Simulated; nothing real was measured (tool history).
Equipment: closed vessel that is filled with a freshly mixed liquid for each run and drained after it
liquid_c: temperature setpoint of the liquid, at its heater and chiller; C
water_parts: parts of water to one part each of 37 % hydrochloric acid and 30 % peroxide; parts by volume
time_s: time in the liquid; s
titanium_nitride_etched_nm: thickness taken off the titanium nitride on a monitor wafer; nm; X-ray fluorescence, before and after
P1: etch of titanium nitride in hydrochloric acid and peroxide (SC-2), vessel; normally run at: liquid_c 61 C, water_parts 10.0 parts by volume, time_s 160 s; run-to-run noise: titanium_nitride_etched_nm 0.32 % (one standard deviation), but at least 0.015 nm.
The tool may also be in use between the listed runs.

run  hour  liquid_c  water_parts  time_s  hours since the thermometer was replaced  hours since the chemicals flow meter was replaced  hours since the drum of peroxide was connected  titanium_nitride_etched_nm
  1   2.7        61         10.0     160                                    1988.0                                             1082.8                                           508.5                      7.6990
  2   6.4        61         10.0     160                                    1991.7                                             1086.5                                           512.2                      7.7714
  3   9.2        61         10.0      30                                    1994.5                                             1089.3                                           515.0                      1.4516
  4  13.4        61         10.0     160                                    1998.7                                             1093.5                                           519.2                      7.6803
  5  16.9        61          6.5      75                                    2002.2                                             1097.0                                           522.7                      5.1531
  6  20.1        61          4.0     160                                    2005.4                                             1100.2                                           525.9                     15.4550
  7  25.2        61         10.0     160                                    2010.5                                             1105.3                                           531.0                      7.7627
  8  30.6        61         10.0     160                                    2015.9                                             1110.7                                           536.4                      7.7496
  9  35.0        45         10.0     160                                    2020.3                                             1115.1                                           540.8                      2.6855
 10  40.2        61         10.0     160                                    2025.5                                             1120.3                                           546.0                      7.7552
 11  44.7        61         10.0     285                                    2030.0                                             1124.8                                           550.5                     13.7190
 12  48.2        72         10.0     160                                    2033.5                                             1128.3                                           554.0                     15.0310
 13  51.8        61         17.5     160                                    2037.1                                             1131.9                                           557.6                      4.7671
 14  54.5        61         10.0     160                                    2039.8                                             1134.6                                           560.3                      7.7771
 15  59.5        61         10.0     160                                    2044.8                                             1139.6                                           565.3                      7.5035
 16  63.6        61         10.0     160                                    2048.9                                             1143.7                                           569.4                      7.3552
 17  68.5        61         10.0     160                                    2053.8                                             1148.6                                           574.3                      7.2907
 18  72.0        61         10.0     160                                    2057.3                                             1152.1                                           577.8                      7.2183
 19  77.3        61         10.0     160                                    2062.6                                             1157.4                                           583.1                      7.2052

Expected results for the next run?
     79.1  -- new drum of peroxide connected
 20  81.9        61         10.0     160                                    2067.2                                             1162.0                                             2.8                           ?

titanium_nitride_etched_nm: 7.1401 nm

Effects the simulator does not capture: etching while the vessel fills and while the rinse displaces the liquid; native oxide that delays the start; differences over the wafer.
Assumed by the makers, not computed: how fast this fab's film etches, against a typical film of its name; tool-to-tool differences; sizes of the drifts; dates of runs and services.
